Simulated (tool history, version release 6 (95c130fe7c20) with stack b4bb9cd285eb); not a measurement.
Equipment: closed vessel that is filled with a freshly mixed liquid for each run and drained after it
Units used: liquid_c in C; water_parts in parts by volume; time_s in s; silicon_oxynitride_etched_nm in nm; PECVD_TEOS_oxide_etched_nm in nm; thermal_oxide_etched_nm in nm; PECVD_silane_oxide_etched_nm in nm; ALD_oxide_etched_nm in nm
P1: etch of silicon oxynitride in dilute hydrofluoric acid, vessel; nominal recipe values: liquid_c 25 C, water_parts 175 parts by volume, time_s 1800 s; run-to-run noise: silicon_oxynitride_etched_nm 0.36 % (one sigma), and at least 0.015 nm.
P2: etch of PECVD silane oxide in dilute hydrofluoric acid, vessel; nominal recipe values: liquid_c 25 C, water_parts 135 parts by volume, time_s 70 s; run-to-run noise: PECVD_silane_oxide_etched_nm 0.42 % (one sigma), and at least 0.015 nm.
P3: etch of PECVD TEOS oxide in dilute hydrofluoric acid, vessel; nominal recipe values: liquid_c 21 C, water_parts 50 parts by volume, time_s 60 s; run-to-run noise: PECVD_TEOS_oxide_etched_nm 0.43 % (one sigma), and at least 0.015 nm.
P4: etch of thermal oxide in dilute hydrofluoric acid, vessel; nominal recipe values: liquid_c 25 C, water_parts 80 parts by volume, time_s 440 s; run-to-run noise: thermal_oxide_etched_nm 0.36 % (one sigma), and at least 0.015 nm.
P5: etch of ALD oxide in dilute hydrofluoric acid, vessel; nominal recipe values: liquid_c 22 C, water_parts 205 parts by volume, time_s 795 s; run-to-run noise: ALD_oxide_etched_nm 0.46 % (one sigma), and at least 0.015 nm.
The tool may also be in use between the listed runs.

run	hour	process	liquid_c	water_parts	time_s	hours since the thermometer was replaced	hours since the hydrofluoric acid flow meter was replaced	silicon_oxynitride_etched_nm	PECVD_TEOS_oxide_etched_nm	thermal_oxide_etched_nm	PECVD_silane_oxide_etched_nm	ALD_oxide_etched_nm
1	9.8	P1	25	175	1800	462.8	1779	33.705				
2	23.9	P3	21	50	60	476.9	1793.1		13.471			
3	36	P4	32	80	440	489	1805.2			36.856		
4	45.7	P1	32	175	2730	498.7	1814.9	69.493				
5	60.8	P4	25	80	440	513.8	1830			28.414		
6	72	P2	25	25	70	525	1841.2				60.191	
7	79.3	P1	25	175	2580	532.3	1848.5	48.325				
8	94.5	P4	25	80	235	547.5	1863.7			15.169		
9	103.8	P1	17	175	1800	556.8	1873	23.114				
10	114.6	P5	22	205	795	567.6	1883.8					52.856
11	123.9	P5	22	205	210	576.9	1893.1					13.952
12	131.5	P5	22	205	795	584.5	1900.7					52.737
13	141.7	P1	25	35	720	594.7	1910.9	76.295				
14	150	P1	25	175	480	603	1919.2	9.0118				
15	163.7	P1	17	175	3230	616.7	1932.9	41.416				
16	171.4	P3	28.5	50	60	624.4	1940.6		18.118			
17	184	P1	25	315	1800	637	1953.2	16.853				
18	197.3	P1	25	175	1800	650.3	1966.5	33.65				
19	212.2	P1	25	175	1800	665.2	1981.4	33.861				
20	224	P1	25	50	1800	677	1993.2	131.05				
21	239.2	P2	25	135	105	692.2	2008.4				14.405	
22	248.9	P1	25	175	1800	701.9	2018.1	33.826				
23	262.7	P5	29.5	205	795	715.7	2031.9					69.353
24	278.4	P5	22	355	795	731.4	2047.6					26.414
25	288.3	P3	21	80	60	741.3	2057.5		8.1117			
26	301.6	P4	25	20	440	754.6	2070.8			122.66		
27	311.2	P2	25	135	70	764.2	2080.4				9.5909	
28	320.5	P4	25	80	440	773.5	2089.7			28.454		
29	328.7	P2	32.5	135	70	781.7	2097.9				12.755	
30	342.4	P3	21	50	115	795.4	2111.6		25.885			
31	356.9	P1	32	175	1800	809.9	2126.1	45.675				
32	365.1	P1	25	175	1800	818.1	2134.3	33.68				
33	380.3	P1	25	175	1800	833.3	2149.5	33.831				
34	390.6	P1	25	175	1800	843.6	2159.8	34.662				
35	402.8	P1	25	175	1800	855.8	2172	35.289				
36	414.3	P1	25	175	1800	867.3	2183.5	36.082				
37	424.3	P1	25	175	1800	877.3	2193.5	36.321				
38	434.6	P1	25	175	1800	887.6	2203.8	36.544				

Forecast run 39:
39	445.6	P1	25	175	1800	898.6	2214.8	?				

{"run 39": {"silicon_oxynitride_etched_nm": 36.661}}
